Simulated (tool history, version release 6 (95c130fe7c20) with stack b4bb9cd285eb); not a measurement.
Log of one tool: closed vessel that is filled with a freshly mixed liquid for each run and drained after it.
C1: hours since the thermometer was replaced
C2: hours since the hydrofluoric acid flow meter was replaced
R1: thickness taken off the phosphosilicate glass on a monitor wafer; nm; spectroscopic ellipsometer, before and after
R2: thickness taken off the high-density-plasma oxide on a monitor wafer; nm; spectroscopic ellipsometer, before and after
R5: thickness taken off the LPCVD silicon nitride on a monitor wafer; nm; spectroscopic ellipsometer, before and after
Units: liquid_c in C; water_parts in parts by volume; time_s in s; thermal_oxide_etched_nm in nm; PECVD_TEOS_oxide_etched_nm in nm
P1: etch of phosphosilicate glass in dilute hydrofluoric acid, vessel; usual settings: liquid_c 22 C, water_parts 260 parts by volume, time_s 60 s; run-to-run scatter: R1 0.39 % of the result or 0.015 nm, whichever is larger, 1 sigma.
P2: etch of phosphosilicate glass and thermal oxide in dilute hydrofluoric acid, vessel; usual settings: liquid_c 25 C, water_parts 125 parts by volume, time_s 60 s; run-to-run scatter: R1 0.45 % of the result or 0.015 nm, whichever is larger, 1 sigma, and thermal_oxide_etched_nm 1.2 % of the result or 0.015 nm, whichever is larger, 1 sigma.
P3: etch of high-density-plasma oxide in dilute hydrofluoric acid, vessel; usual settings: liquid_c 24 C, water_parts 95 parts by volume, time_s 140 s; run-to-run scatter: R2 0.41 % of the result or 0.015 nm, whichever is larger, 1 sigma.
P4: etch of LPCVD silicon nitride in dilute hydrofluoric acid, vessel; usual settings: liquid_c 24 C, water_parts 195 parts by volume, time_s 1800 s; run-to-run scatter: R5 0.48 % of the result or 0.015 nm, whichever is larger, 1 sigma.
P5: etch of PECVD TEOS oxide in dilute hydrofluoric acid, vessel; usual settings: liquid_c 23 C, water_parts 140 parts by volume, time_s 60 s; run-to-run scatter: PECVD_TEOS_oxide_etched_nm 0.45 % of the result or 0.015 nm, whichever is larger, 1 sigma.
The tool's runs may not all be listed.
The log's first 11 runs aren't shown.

run 12 hour=150.7 | process=P2 liquid_c=29.5 water_parts=125 time_s=60 | C1=1244.9 C2=485.1 | R1=85.448 thermal_oxide_etched_nm=2.7333
run 13 hour=163.8 | process=P1 liquid_c=22 water_parts=410 time_s=60 | C1=1258 C2=498.2 | R1=5.9668
run 14 hour=178.3 | process=P1 liquid_c=22 water_parts=260 time_s=60 | C1=1272.5 C2=512.7 | R1=10.83
run 15 hour=193.8 | process=P1 liquid_c=27 water_parts=400 time_s=60 | C1=1288 C2=528.2 | R1=7.2397
run 16 hour=204.4 | process=P3 liquid_c=24 water_parts=95 time_s=140 | C1=1298.6 C2=538.8 | R2=8.572
run 17 hour=217.1 | process=P3 liquid_c=24 water_parts=95 time_s=240 | C1=1311.3 C2=551.5 | R2=14.692
run 18 hour=230.4 | process=P1 liquid_c=22 water_parts=260 time_s=60 | C1=1324.6 C2=564.8 | R1=10.715
run 19 hour=245.3 | process=P1 liquid_c=22 water_parts=260 time_s=60 | C1=1339.5 C2=579.7 | R1=10.698
run 20 hour=259.9 | process=P2 liquid_c=25 water_parts=125 time_s=115 | C1=1354.1 C2=594.3 | R1=136.94 thermal_oxide_etched_nm=4.2804
run 21 hour=269.8 | process=P1 liquid_c=30 water_parts=260 time_s=60 | C1=1364 C2=604.2 | R1=14.159
run 22 hour=284.7 | process=P1 liquid_c=22 water_parts=260 time_s=60 | C1=1378.9 C2=619.1 | R1=10.707
run 23 hour=302 | process=P4 liquid_c=32 water_parts=195 time_s=1800 | C1=1396.2 C2=636.4 | R5=7.76
run 24 hour=315.9 | process=P4 liquid_c=24 water_parts=195 time_s=425 | C1=1410.1 C2=650.3 | R5=1.1498
run 25 hour=332.9 | process=P4 liquid_c=24 water_parts=195 time_s=1800 | C1=1427.1 C2=667.3 | R5=4.8038
run 26 hour=350.3 | process=P3 liquid_c=19 water_parts=95 time_s=140 | C1=1444.5 C2=684.7 | R2=6.9977
run 27 hour=363 | process=P1 liquid_c=22 water_parts=260 time_s=60 | C1=1457.2 C2=697.4 | R1=10.692
run 28 hour=378.3 | process=P1 liquid_c=22 water_parts=260 time_s=60 | C1=1472.5 C2=712.7 | R1=10.688
run 29 hour=392.7 | process=P2 liquid_c=25 water_parts=125 time_s=60 | C1=1486.9 C2=727.1 | R1=72.708 thermal_oxide_etched_nm=2.2484
run 30 hour=405.8 | process=P3 liquid_c=24 water_parts=170 time_s=140 | C1=1500 C2=740.2 | R2=4.336
run 31 hour=422.8 | process=P1 liquid_c=22 water_parts=260 time_s=105 | C1=1517 C2=757.2 | R1=18.832

The next listed run, before its measurement:
run 32 hour=438.9 | process=P4 liquid_c=24 water_parts=280 time_s=1800 | C1=1533.1 C2=773.3 | R5=?

Run 32 gave R5 3.3349 nm.
